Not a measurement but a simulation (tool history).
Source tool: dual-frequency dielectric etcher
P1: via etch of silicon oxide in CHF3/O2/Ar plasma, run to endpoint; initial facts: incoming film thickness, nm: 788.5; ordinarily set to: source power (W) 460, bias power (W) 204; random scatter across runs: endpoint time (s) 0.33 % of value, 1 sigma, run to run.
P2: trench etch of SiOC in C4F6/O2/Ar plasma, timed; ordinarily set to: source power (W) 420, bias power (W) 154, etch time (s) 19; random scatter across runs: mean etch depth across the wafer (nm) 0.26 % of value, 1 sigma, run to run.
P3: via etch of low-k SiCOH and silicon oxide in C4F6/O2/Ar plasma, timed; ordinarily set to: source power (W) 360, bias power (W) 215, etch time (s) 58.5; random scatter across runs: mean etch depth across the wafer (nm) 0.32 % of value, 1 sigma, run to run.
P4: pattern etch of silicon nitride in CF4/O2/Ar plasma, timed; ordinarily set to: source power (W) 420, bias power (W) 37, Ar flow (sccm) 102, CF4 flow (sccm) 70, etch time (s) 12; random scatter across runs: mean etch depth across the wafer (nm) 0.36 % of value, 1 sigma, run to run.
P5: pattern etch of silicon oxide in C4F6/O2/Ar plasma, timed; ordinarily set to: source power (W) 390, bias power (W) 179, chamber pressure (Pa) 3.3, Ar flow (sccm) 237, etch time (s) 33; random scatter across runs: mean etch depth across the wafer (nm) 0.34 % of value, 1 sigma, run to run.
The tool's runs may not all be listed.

| run | hour | process that ran | source power (W) | bias power (W) | etch time (s) | Ar flow (sccm) | CF4 flow (sccm) | chamber pressure (Pa) | endpoint time (s) | mean etch depth across the wafer (nm) |
|---|---|---|---|---|---|---|---|---|---|---|
| 1 | 4.3 | P1 | 460 | 204 |  |  |  |  | 425.55 |  |
| 2 | 10.7 | P2 | 420 | 154 | 19 |  |  |  |  | 37.863 |
| 3 | 15.9 | P2 | 530 | 154 | 19 |  |  |  |  | 41.283 |
| 4 | 24.1 | P4 | 420 | 37 | 12 | 102 | 86 |  |  | 17.109 |
| 5 | 31.2 | P1 | 310 | 277 |  |  |  |  | 440.86 |  |
| 6 | 39.3 | P3 | 360 | 215 | 82.5 |  |  |  |  | 227.45 |
| 7 | 44.6 | P5 | 390 | 137 | 33 | 237 |  | 3.3 |  | 98.365 |
| 8 | 48.7 | P1 | 460 | 204 |  |  |  |  | 427.56 |  |
| 9 | 52.5 | P4 | 420 | 37 | 18 | 102 | 70 |  |  | 24.942 |
| 10 | 59.7 | P5 | 390 | 179 | 44 | 237 |  | 3.3 |  | 143.35 |
| 11 | 64.6 | P5 | 310 | 179 | 33 | 237 |  | 3.3 |  | 98.003 |
| 12 | 69.2 | P1 | 600 | 204 |  |  |  |  | 385.43 |  |
| 13 | 74.2 | P1 | 360 | 204 |  |  |  |  | 466.64 |  |
| 14 | 79.4 | P1 | 460 | 156 |  |  |  |  | 467.56 |  |
| 15 | 86.2 | P5 | 390 | 179 | 33 | 237 |  | 4.7 |  | 103.29 |
| 16 | 90 | P3 | 360 | 215 | 58.5 |  |  |  |  | 161.13 |
| 17 | 97.4 | P5 | 390 | 179 | 33 | 237 |  | 3.3 |  | 106.74 |
| 18 | 103.6 | P4 | 420 | 37 | 12 | 102 | 70 |  |  | 16.638 |
| 19 | 108.7 | P1 | 460 | 204 |  |  |  |  | 424.64 |  |
|  | 115 | source power generator calibrated |
| 20 | 116.6 | P2 | 420 | 154 | 19 |  |  |  |  | 37.755 |
| 21 | 123 | P1 | 460 | 274 |  |  |  |  | 383.59 |  |
| 22 | 131.1 | P1 | 460 | 204 |  |  |  |  | 426.35 |  |
| 23 | 136.7 | P1 | 380 | 272 |  |  |  |  | 412.34 |  |
| 24 | 141.9 | P1 | 540 | 270 |  |  |  |  | 360.38 |  |
| 25 | 148.3 | P4 | 420 | 37 | 12 | 131 | 70 |  |  | 16.057 |
| 26 | 154.9 | P4 | 270 | 37 | 12 | 102 | 70 |  |  | 11.323 |
| 27 | 162 | P1 | 460 | 204 |  |  |  |  | 423.68 |  |
| 28 | 166.1 | P2 | 420 | 215 | 19 |  |  |  |  | 41.807 |
| 29 | 170 | P2 | 420 | 154 | 27.5 |  |  |  |  | 54.668 |
| 30 | 176.5 | P4 | 420 | 46 | 12 | 102 | 70 |  |  | 18.077 |
| 31 | 181.9 | P3 | 360 | 280 | 58.5 |  |  |  |  | 176.84 |
| 32 | 186.3 | P5 | 390 | 179 | 33 | 157 |  | 3.3 |  | 112.71 |
| 33 | 193.4 | P3 | 480 | 215 | 58.5 |  |  |  |  | 180.35 |
| 34 | 200.2 | P1 | 460 | 204 |  |  |  |  | 427.57 |  |
| 35 | 206.6 | P1 | 460 | 204 |  |  |  |  | 420.22 |  |
| 36 | 214.7 | P1 | 460 | 204 |  |  |  |  | 421.23 |  |
| 37 | 218.6 | P1 | 460 | 204 |  |  |  |  | 417.71 |  |
| 38 | 225.2 | P1 | 460 | 204 |  |  |  |  | 418.78 |  |
|  | 226.8 | wet clean of the chamber |
| 39 | 232.7 | P1 | 460 | 204 |  |  |  |  | 419.22 |  |
| 40 | 239.8 | P1 | 460 | 204 |  |  |  |  | 419.98 |  |

What P1 gives has crept away from where it was. These 2 causes fit the log equally well, each at the size given:
A: bias power that arrives over what is set, % = 4.78
B: source power that arrives over what is set, % = 4.44
The gradual shift began around hour 200.2.
Why every other cause is out:
chamber walls in a state that raises the etch rate, %: serviced at hour 226.8, which brought nothing back

You are offered 4 check runs, listed below with question marks in place of their results; each one averages 2 wafers. Which run separates the listed causes by giving clearly different results for each?
| check 1 | 246.9 | P5 | 390 | 179 | 39 | 178 |  | 3.3 |  | ? |
| check 2 | 246.9 | P3 | 480 | 215 | 77.5 |  |  |  |  | ? |
| check 3 | 246.9 | P4 | 420 | 37 | 17.5 | 102 | 81 |  |  | ? |
| check 4 | 246.9 | P2 | 420 | 212 | 19 |  |  |  |  | ? |

What each check would give under each cause:
| check | result | if A | if B |
|---|---|---|---|
| check 1 | mean etch depth across the wafer (nm) | 132.68 | 132.96 |
| check 2 | mean etch depth across the wafer (nm) | 243.32 | 243.71 |
| check 3 | mean etch depth across the wafer (nm) | 25.273 | 25.804 |
| check 4 | mean etch depth across the wafer (nm) | 42.418 | 42.48 |
Minimum pairwise separation of causes per check, each pair taken at its best-separating result: check 1 0.21 %; check 2 0.16 %; check 3 2.08 %; check 4 0.15 %
The other checks would show nearly matching results whichever cause is true, so check 3 is the only one that separates the causes.

Check 3 has now been run. It gave: mean etch depth across the wafer (nm) 25.788. Which of the candidate causes is it?

It was cause B: source power that arrives over what is set, %.

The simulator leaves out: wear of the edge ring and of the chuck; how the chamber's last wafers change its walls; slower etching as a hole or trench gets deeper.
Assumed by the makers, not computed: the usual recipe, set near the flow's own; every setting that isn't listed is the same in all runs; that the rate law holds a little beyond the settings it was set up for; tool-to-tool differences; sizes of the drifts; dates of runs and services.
